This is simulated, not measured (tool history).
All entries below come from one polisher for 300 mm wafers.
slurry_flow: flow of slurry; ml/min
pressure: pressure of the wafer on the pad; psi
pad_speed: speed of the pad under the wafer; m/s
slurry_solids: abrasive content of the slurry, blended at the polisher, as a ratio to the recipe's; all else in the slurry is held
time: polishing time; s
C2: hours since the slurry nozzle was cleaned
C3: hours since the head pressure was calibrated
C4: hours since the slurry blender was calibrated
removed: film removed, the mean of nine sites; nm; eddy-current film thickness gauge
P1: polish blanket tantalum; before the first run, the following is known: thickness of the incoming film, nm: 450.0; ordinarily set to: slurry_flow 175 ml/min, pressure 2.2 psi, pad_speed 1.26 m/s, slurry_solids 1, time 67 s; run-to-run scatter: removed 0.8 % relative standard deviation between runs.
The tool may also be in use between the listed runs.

{"run": 1, "hour": 3.7, "slurry_flow": 175, "pressure": 2.2, "pad_speed": 1.26, "slurry_solids": 1, "time": 67, "wafers polished on this pad": 1221, "C2": 271, "C3": 277.8, "C4": 248.7, "removed": 172.27}
{"run": 2, "hour": 6.6, "slurry_flow": 175, "pressure": 2.2, "pad_speed": 1.26, "slurry_solids": 1.45, "time": 67, "wafers polished on this pad": 1257, "C2": 273.9, "C3": 280.7, "C4": 251.6, "removed": 186.79}
{"run": 3, "hour": 10.6, "slurry_flow": 175, "pressure": 2.2, "pad_speed": 1.26, "slurry_solids": 1, "time": 67, "wafers polished on this pad": 1307, "C2": 277.9, "C3": 284.7, "C4": 255.6, "removed": 170.49}
{"run": 4, "hour": 14.1, "slurry_flow": 240, "pressure": 2.2, "pad_speed": 1.26, "slurry_solids": 1, "time": 67, "wafers polished on this pad": 1351, "C2": 281.4, "C3": 288.2, "C4": 259.1, "removed": 179.57}
{"run": 5, "hour": 17.3, "slurry_flow": 175, "pressure": 2.2, "pad_speed": 1.26, "slurry_solids": 1, "time": 67, "wafers polished on this pad": 1391, "C2": 284.6, "C3": 291.4, "C4": 262.3, "removed": 170.69}
{"run": 6, "hour": 21.3, "slurry_flow": 175, "pressure": 2.2, "pad_speed": 1.26, "slurry_solids": 1, "time": 67, "wafers polished on this pad": 1442, "C2": 288.6, "C3": 295.4, "C4": 266.3, "removed": 169.78}
{"run": 7, "hour": 24.9, "slurry_flow": 265, "pressure": 2.2, "pad_speed": 1.26, "slurry_solids": 1, "time": 38, "wafers polished on this pad": 1487, "C2": 292.2, "C3": 299, "C4": 269.9, "removed": 102.9}
{"run": 8, "hour": 28.2, "slurry_flow": 175, "pressure": 2.2, "pad_speed": 1.26, "slurry_solids": 1, "time": 104, "wafers polished on this pad": 1528, "C2": 295.5, "C3": 302.3, "C4": 273.2, "removed": 265.58}
{"run": 9, "hour": 30.4, "slurry_flow": 175, "pressure": 2.2, "pad_speed": 1.26, "slurry_solids": 1, "time": 67, "wafers polished on this pad": 1556, "C2": 297.7, "C3": 304.5, "C4": 275.4, "removed": 172.97}
{"run": 10, "hour": 33.5, "slurry_flow": 175, "pressure": 2.2, "pad_speed": 1.26, "slurry_solids": 0.55, "time": 67, "wafers polished on this pad": 1595, "C2": 300.8, "C3": 307.6, "C4": 278.5, "removed": 137.63}
{"run": 11, "hour": 36.9, "slurry_flow": 175, "pressure": 2.9, "pad_speed": 1.26, "slurry_solids": 1, "time": 102, "wafers polished on this pad": 1637, "C2": 304.2, "C3": 311, "C4": 281.9, "removed": 342.93}
{"run": 12, "hour": 40.8, "slurry_flow": 175, "pressure": 1.2, "pad_speed": 1.26, "slurry_solids": 1, "time": 67, "wafers polished on this pad": 1686, "C2": 308.1, "C3": 314.9, "C4": 285.8, "removed": 92.913}
{"run": 13, "hour": 43.0, "slurry_flow": 175, "pressure": 2.2, "pad_speed": 1.96, "slurry_solids": 1, "time": 67, "wafers polished on this pad": 1714, "C2": 310.3, "C3": 317.1, "C4": 288, "removed": 266.35}
{"run": 14, "hour": 47.0, "slurry_flow": 175, "pressure": 2.2, "pad_speed": 1.26, "slurry_solids": 1, "time": 39, "wafers polished on this pad": 1764, "C2": 314.3, "C3": 321.1, "C4": 292, "removed": 99.421}
{"run": 15, "hour": 50.3, "slurry_flow": 105, "pressure": 2.2, "pad_speed": 1.26, "slurry_solids": 1.45, "time": 67, "wafers polished on this pad": 1805, "C2": 317.6, "C3": 324.4, "C4": 295.3, "removed": 171.21}
{"run": 16, "hour": 54.2, "slurry_flow": 175, "pressure": 2.2, "pad_speed": 1.26, "slurry_solids": 1, "time": 67, "wafers polished on this pad": 1854, "C2": 321.5, "C3": 328.3, "C4": 299.2, "removed": 174.46}
{"run": 17, "hour": 57.4, "slurry_flow": 175, "pressure": 2.2, "pad_speed": 0.56, "slurry_solids": 1, "time": 67, "wafers polished on this pad": 1894, "C2": 324.7, "C3": 331.5, "C4": 302.4, "removed": 76.435}
{"run": 18, "hour": 60.5, "slurry_flow": 105, "pressure": 2.2, "pad_speed": 1.26, "slurry_solids": 1, "time": 67, "wafers polished on this pad": 1933, "C2": 327.8, "C3": 334.6, "C4": 305.5, "removed": 155.63}
{"run": 19, "hour": 64.2, "slurry_flow": 175, "pressure": 3.4, "pad_speed": 1.26, "slurry_solids": 1, "time": 67, "wafers polished on this pad": 1980, "C2": 331.5, "C3": 338.3, "C4": 309.2, "removed": 263.89}
{"run": 20, "hour": 66.8, "slurry_flow": 175, "pressure": 2.2, "pad_speed": 1.26, "slurry_solids": 1, "time": 67, "wafers polished on this pad": 2012, "C2": 334.1, "C3": 340.9, "C4": 311.8, "removed": 172.7}
{"run": 21, "hour": 70.5, "slurry_flow": 175, "pressure": 2.2, "pad_speed": 1.26, "slurry_solids": 1, "time": 67, "wafers polished on this pad": 2059, "C2": 337.8, "C3": 344.6, "C4": 315.5, "removed": 171.51}
{"run": 22, "hour": 72.5, "slurry_flow": 175, "pressure": 2.2, "pad_speed": 1.26, "slurry_solids": 1, "time": 67, "wafers polished on this pad": 2084, "C2": 339.8, "C3": 346.6, "C4": 317.5, "removed": 168.59}
{"run": 23, "hour": 75.8, "slurry_flow": 175, "pressure": 2.2, "pad_speed": 1.26, "slurry_solids": 1, "time": 67, "wafers polished on this pad": 2125, "C2": 343.1, "C3": 349.9, "C4": 320.8, "removed": 165.36}
{"run": 24, "hour": 78.8, "slurry_flow": 175, "pressure": 2.2, "pad_speed": 1.26, "slurry_solids": 1, "time": 67, "wafers polished on this pad": 2163, "C2": 346.1, "C3": 352.9, "C4": 323.8, "removed": 164.62}
{"hour": 82.1, "done": "worn pad replaced by a new one"}
{"run": 25, "hour": 83.1, "slurry_flow": 175, "pressure": 2.2, "pad_speed": 1.26, "slurry_solids": 1, "time": 67, "wafers polished on this pad": 13, "C2": 350.4, "C3": 357.2, "C4": 328.1, "removed": 162.14}

Predict the results of run 26:
{"run": 26, "hour": 85.7, "slurry_flow": 175, "pressure": 2.2, "pad_speed": 1.26, "slurry_solids": 1, "time": 67, "wafers polished on this pad": 46, "C2": 353, "C3": 359.8, "C4": 330.7, "removed": "?"}

{"run 26": {"removed": 158.3}}

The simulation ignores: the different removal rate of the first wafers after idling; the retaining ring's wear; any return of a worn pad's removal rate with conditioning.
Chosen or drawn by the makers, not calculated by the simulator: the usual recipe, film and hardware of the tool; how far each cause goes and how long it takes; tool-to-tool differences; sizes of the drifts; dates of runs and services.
